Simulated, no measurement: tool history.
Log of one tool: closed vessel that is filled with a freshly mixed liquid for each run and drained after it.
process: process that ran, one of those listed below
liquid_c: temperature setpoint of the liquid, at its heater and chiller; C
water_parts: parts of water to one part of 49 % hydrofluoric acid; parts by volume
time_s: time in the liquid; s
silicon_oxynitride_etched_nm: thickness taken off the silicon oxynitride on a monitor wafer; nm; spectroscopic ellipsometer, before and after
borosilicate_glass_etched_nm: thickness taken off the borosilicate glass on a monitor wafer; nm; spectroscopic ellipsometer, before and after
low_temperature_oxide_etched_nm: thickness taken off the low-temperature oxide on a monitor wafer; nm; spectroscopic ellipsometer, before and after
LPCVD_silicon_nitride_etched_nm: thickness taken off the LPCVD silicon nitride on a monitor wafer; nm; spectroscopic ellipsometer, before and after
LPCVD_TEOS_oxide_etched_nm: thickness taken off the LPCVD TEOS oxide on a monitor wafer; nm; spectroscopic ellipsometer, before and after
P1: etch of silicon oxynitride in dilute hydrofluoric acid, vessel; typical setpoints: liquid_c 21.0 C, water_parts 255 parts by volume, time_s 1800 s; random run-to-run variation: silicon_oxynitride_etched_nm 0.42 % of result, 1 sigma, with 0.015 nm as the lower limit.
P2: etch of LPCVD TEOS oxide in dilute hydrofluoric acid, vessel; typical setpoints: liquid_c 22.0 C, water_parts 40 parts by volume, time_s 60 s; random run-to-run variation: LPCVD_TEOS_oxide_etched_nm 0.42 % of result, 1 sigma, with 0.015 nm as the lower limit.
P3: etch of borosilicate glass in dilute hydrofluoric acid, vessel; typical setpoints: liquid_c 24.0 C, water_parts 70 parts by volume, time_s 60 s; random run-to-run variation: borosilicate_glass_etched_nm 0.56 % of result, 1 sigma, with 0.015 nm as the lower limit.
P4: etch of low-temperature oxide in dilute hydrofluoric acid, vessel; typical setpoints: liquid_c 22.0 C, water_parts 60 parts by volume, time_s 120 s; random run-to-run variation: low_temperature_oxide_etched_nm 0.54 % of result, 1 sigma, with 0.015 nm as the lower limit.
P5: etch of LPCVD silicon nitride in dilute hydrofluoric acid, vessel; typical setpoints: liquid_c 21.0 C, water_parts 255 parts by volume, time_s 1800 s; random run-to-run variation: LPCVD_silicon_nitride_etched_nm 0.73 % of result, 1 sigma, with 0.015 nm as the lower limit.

run,hour,process,liquid_c,water_parts,time_s,hours since the thermometer was replaced,hours since the hydrofluoric acid flow meter was replaced,silicon_oxynitride_etched_nm,borosilicate_glass_etched_nm,low_temperature_oxide_etched_nm,LPCVD_silicon_nitride_etched_nm,LPCVD_TEOS_oxide_etched_nm
1,8.2,P1,21.0,255,1800,225.4,642.0,13.7850,,,,
2,16.7,P3,30.5,70,60,233.9,650.5,,46.897,,,
3,20.9,P1,17.0,255,1800,238.1,654.7,11.3820,,,,
4,26.3,P1,24.5,255,2755,243.5,660.1,24.5080,,,,
5,33.4,P4,17.0,60,120,250.6,667.2,,,33.445,,
# hour 39.8: thermometer replaced
6,41.7,P1,21.0,255,1800,2.0,675.5,13.7970,,,,
7,50.2,P5,21.0,255,790,10.5,684.0,,,,1.2147,
8,54.4,P1,21.0,255,770,14.7,688.2,5.9522,,,,
9,59.6,P1,21.0,255,1800,19.9,693.4,13.8290,,,,
10,67.6,P1,21.0,255,1800,27.9,701.4,13.7730,,,,
11,73.1,P1,21.0,255,1800,33.4,706.9,13.7810,,,,
12,81.2,P1,21.0,470,1800,41.5,715.0,6.6176,,,,
13,87.5,P2,22.0,40,30,47.8,721.3,,,,,21.948
14,91.9,P4,22.0,60,120,52.2,725.7,,,41.353,,
15,98.9,P1,26.5,255,1800,59.2,732.7,17.4420,,,,
16,107.5,P3,24.0,70,60,67.8,741.3,,36.837,,,
17,111.7,P1,21.0,255,3440,72.0,745.5,26.2080,,,,
18,117.0,P1,21.0,55,1800,77.3,750.8,73.3750,,,,
19,124.3,P4,22.0,60,120,84.6,758.1,,,41.337,,
20,132.6,P2,22.0,20,60,92.9,766.4,,,,,91.281
# hour 135.4: hydrofluoric acid flow meter replaced
21,141.1,P3,24.0,70,60,101.4,5.8,,36.497,,,
22,148.8,P1,17.0,385,1800,109.1,13.5,7.0888,,,,
23,154.0,P4,22.0,25,120,114.3,18.7,,,104.210,,
24,161.6,P5,21.0,255,1800,121.9,26.3,,,,2.8196,
25,168.1,P2,22.0,40,60,128.4,32.8,,,,,44.222
26,173.1,P2,29.0,40,60,133.4,37.8,,,,,58.501
27,178.9,P1,29.0,255,705,139.2,43.6,7.6525,,,,
28,187.4,P3,24.0,25,60,147.7,52.1,,108.290,,,
29,195.4,P5,21.0,130,1800,155.7,60.1,,,,5.3590,
30,202.0,P3,24.0,70,30,162.3,66.7,,18.370,,,
31,208.8,P4,22.0,60,65,169.1,73.5,,,22.341,,
32,215.6,P5,17.0,255,1800,175.9,80.3,,,,2.1556,
33,220.9,P1,21.0,255,1800,181.2,85.6,13.7760,,,,
34,225.9,P1,21.0,255,1800,186.2,90.6,14.1170,,,,
35,231.0,P1,21.0,255,1800,191.3,95.7,14.5670,,,,
36,239.7,P1,21.0,255,1800,200.0,104.4,14.6380,,,,
37,247.7,P1,21.0,255,1800,208.0,112.4,14.8710,,,,
38,253.5,P1,21.0,255,1800,213.8,118.2,14.9280,,,,
39,258.1,P1,21.0,255,1800,218.4,122.8,14.9480,,,,
40,265.0,P1,21.0,255,1800,225.3,129.7,14.8930,,,,
41,271.1,P1,21.0,255,1800,231.4,135.8,15.0600,,,,
42,276.7,P1,21.0,255,1800,237.0,141.4,15.1140,,,,
43,284.5,P1,21.0,255,1800,244.8,149.2,15.1390,,,,

The output of P1 has drifted from where it used to be. Each of the 2 causes below, taken at the size shown beside it, accounts for the log equally well:
A: liquid hotter than its thermometer reads (K) = 2
B: hydrofluoric acid flow above the setpoint (%) = 7.93
The drift started at roughly hour 220.9.

Which of the check runs below tells the causes apart, meaning the causes would give it clearly different results? Each run uses 2 wafers whose results are averaged, and each result is shown as a question mark.
check 1,292.3,P3,24.0,70,60,,,,?,,,
check 2,292.3,P4,22.0,60,120,,,,,?,,
check 3,292.3,P5,21.0,255,1800,,,,,,?,
check 4,292.3,P2,22.0,40,60,,,,,,,?

If the cause were each of the candidates in turn, the checks would give the following:
check,result,if A,if B
check 1,borosilicate_glass_etched_nm,39.615,39.717
check 2,low_temperature_oxide_etched_nm,44.861,44.840
check 3,LPCVD_silicon_nitride_etched_nm,3.1647,3.0043
check 4,LPCVD_TEOS_oxide_etched_nm,47.929,47.760
Smallest distance between any two causes, each pair judged by its most separating result, in per cent: check 1 0.26 %; check 2 0.05 %; check 3 5.2 %; check 4 0.35 %
Check 3 distinguishes between the causes, while the remaining checks would return nearly the same result for all of them.

Then check 3 was run and gave: LPCVD_silicon_nitride_etched_nm 3.1819 nm. Which cause is it?

The cause is A: liquid hotter than its thermometer reads (K).
